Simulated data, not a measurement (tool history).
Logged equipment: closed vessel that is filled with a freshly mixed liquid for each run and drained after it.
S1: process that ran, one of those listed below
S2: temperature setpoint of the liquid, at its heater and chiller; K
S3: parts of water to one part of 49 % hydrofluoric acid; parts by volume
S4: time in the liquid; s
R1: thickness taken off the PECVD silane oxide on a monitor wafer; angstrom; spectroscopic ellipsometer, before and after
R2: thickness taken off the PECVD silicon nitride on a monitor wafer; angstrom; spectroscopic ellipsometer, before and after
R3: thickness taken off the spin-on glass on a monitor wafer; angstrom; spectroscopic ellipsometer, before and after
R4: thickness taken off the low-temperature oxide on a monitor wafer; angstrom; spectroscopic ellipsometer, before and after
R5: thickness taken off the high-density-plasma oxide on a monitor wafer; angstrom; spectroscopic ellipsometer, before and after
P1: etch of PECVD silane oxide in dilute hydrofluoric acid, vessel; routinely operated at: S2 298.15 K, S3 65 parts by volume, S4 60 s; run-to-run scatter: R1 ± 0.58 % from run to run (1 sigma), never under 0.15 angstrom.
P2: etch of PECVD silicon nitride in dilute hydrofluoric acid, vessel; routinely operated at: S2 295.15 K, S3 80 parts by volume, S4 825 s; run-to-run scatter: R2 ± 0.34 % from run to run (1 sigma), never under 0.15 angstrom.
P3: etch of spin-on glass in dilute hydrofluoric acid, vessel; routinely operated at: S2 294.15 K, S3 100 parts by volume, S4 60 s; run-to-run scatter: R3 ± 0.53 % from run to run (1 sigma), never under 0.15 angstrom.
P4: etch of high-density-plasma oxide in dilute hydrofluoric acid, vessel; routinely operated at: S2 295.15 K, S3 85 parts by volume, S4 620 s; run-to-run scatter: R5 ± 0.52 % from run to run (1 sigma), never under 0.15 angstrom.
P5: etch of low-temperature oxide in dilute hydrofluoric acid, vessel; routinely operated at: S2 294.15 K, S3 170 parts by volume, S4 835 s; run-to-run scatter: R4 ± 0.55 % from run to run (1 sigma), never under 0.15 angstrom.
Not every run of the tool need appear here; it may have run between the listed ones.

{"run": 1, "hour": 7.8, "S1": "P1", "S2": 298.15, "S3": 65, "S4": 60, "R1": 215.22}
{"run": 2, "hour": 14.5, "S1": "P1", "S2": 291.15, "S3": 65, "S4": 60, "R1": 161.5}
{"run": 3, "hour": 20.6, "S1": "P2", "S2": 295.15, "S3": 80, "S4": 1450, "R2": 715.41}
{"run": 4, "hour": 29.7, "S1": "P1", "S2": 298.15, "S3": 65, "S4": 30, "R1": 107.84}
{"run": 5, "hour": 34.5, "S1": "P1", "S2": 298.15, "S3": 65, "S4": 95, "R1": 339.53}
{"run": 6, "hour": 42.2, "S1": "P1", "S2": 298.15, "S3": 100, "S4": 60, "R1": 133.2}
{"run": 7, "hour": 51.0, "S1": "P3", "S2": 294.15, "S3": 100, "S4": 60, "R3": 333.48}
{"run": 8, "hour": 60.7, "S1": "P1", "S2": 298.15, "S3": 65, "S4": 60, "R1": 216.97}
{"run": 9, "hour": 68.2, "S1": "P1", "S2": 298.15, "S3": 65, "S4": 60, "R1": 215.96}
{"run": 10, "hour": 73.1, "S1": "P5", "S2": 294.15, "S3": 255, "S4": 835, "R4": 264.3}
{"run": 11, "hour": 79.5, "S1": "P2", "S2": 295.15, "S3": 80, "S4": 825, "R2": 403.32}
{"run": 12, "hour": 84.7, "S1": "P1", "S2": 298.15, "S3": 65, "S4": 60, "R1": 216.85}
{"run": 13, "hour": 90.9, "S1": "P3", "S2": 294.15, "S3": 40, "S4": 60, "R3": 888.81}
{"run": 14, "hour": 98.9, "S1": "P2", "S2": 295.15, "S3": 80, "S4": 825, "R2": 406.62}
{"run": 15, "hour": 106.3, "S1": "P1", "S2": 298.15, "S3": 65, "S4": 60, "R1": 216.43}
{"run": 16, "hour": 114.0, "S1": "P3", "S2": 294.15, "S3": 100, "S4": 30, "R3": 166.62}
{"run": 17, "hour": 122.7, "S1": "P5", "S2": 294.15, "S3": 170, "S4": 835, "R4": 428.42}
{"run": 18, "hour": 127.4, "S1": "P5", "S2": 294.15, "S3": 170, "S4": 835, "R4": 427.33}
{"hour": 135.8, "done": "thermometer replaced"}
{"run": 19, "hour": 136.4, "S1": "P4", "S2": 295.15, "S3": 85, "S4": 620, "R5": 422.02}
{"run": 20, "hour": 142.8, "S1": "P2", "S2": 295.15, "S3": 40, "S4": 825, "R2": 800.32}
{"run": 21, "hour": 152.2, "S1": "P1", "S2": 306.15, "S3": 65, "S4": 60, "R1": 292.24}
{"run": 22, "hour": 162.8, "S1": "P4", "S2": 295.15, "S3": 115, "S4": 620, "R5": 300.59}
{"run": 23, "hour": 173.1, "S1": "P1", "S2": 302.15, "S3": 65, "S4": 30, "R1": 127.19}
{"run": 24, "hour": 177.7, "S1": "P2", "S2": 300.15, "S3": 80, "S4": 825, "R2": 564.01}
{"run": 25, "hour": 185.6, "S1": "P5", "S2": 294.15, "S3": 170, "S4": 1535, "R4": 789.29}
{"run": 26, "hour": 195.1, "S1": "P4", "S2": 295.15, "S3": 85, "S4": 130, "R5": 87.848}
{"run": 27, "hour": 201.6, "S1": "P1", "S2": 298.15, "S3": 110, "S4": 35, "R1": 70.927}
{"run": 28, "hour": 210.0, "S1": "P3", "S2": 294.15, "S3": 100, "S4": 60, "R3": 329.79}
{"run": 29, "hour": 216.5, "S1": "P5", "S2": 301.65, "S3": 170, "S4": 835, "R4": 571.06}
{"run": 30, "hour": 225.7, "S1": "P1", "S2": 298.15, "S3": 35, "S4": 60, "R1": 420.32}
{"run": 31, "hour": 233.9, "S1": "P1", "S2": 298.15, "S3": 65, "S4": 60, "R1": 215.21}
{"run": 32, "hour": 240.4, "S1": "P3", "S2": 300.15, "S3": 100, "S4": 60, "R3": 420.23}
{"run": 33, "hour": 245.2, "S1": "P4", "S2": 290.15, "S3": 85, "S4": 620, "R5": 339.86}
{"run": 34, "hour": 253.4, "S1": "P1", "S2": 298.15, "S3": 65, "S4": 60, "R1": 215.26}
{"run": 35, "hour": 263.2, "S1": "P1", "S2": 298.15, "S3": 65, "S4": 60, "R1": 208.77}
{"run": 36, "hour": 270.4, "S1": "P1", "S2": 298.15, "S3": 65, "S4": 60, "R1": 201.41}
{"run": 37, "hour": 280.3, "S1": "P1", "S2": 298.15, "S3": 65, "S4": 60, "R1": 200.92}
{"run": 38, "hour": 290.8, "S1": "P1", "S2": 298.15, "S3": 65, "S4": 60, "R1": 199.48}
{"run": 39, "hour": 295.9, "S1": "P1", "S2": 298.15, "S3": 65, "S4": 60, "R1": 199.28}
{"run": 40, "hour": 304.7, "S1": "P1", "S2": 298.15, "S3": 65, "S4": 60, "R1": 197.86}
{"run": 41, "hour": 311.2, "S1": "P1", "S2": 298.15, "S3": 65, "S4": 60, "R1": 197.1}
{"run": 42, "hour": 318.8, "S1": "P1", "S2": 298.15, "S3": 65, "S4": 60, "R1": 198.51}
{"run": 43, "hour": 327.0, "S1": "P1", "S2": 298.15, "S3": 65, "S4": 60, "R1": 197.31}

P1 has crept away from where it was. The log is fitted equally well by each of these 2 causes, at the sizes shown:
A: hydrofluoric acid flow below the setpoint (%) = 8.42
B: liquid colder than its thermometer reads (K) = 2.36
The gradual shift began around hour 253.4.

Listed below are the offered check runs, one wafer per run, with question marks in place of results. For which of them would the causes give clearly different outcomes?
{"run": "check 1", "hour": 335.2, "S1": "P2", "S2": 295.15, "S3": 80, "S4": 825, "R2": "?"}
{"run": "check 2", "hour": 335.2, "S1": "P5", "S2": 294.15, "S3": 170, "S4": 835, "R4": "?"}
{"run": "check 3", "hour": 335.2, "S1": "P4", "S2": 295.15, "S3": 85, "S4": 620, "R5": "?"}
{"run": "check 4", "hour": 335.2, "S1": "P3", "S2": 294.15, "S3": 100, "S4": 60, "R3": "?"}

Check results expected under each cause:
check=check_1 result=R2 if_A=371.23 if_B=344.55
check=check_2 result=R4 if_A=385.33 if_B=389.64
check=check_3 result=R5 if_A=379.930 if_B=379.980
check=check_4 result=R3 if_A=300.90 if_B=301.28
Separation of the two closest causes in each check, using whichever result separates them best: check 1 7.46 %; check 2 1.11 %; check 3 0.01 %; check 4 0.13 %
Check 1 tells the causes apart: in the others they would give nearly the same result.

Running check 1 produced the following: R2 345.60 angstrom. Which one of the listed causes fits?

B is the cause: liquid colder than its thermometer reads (K).
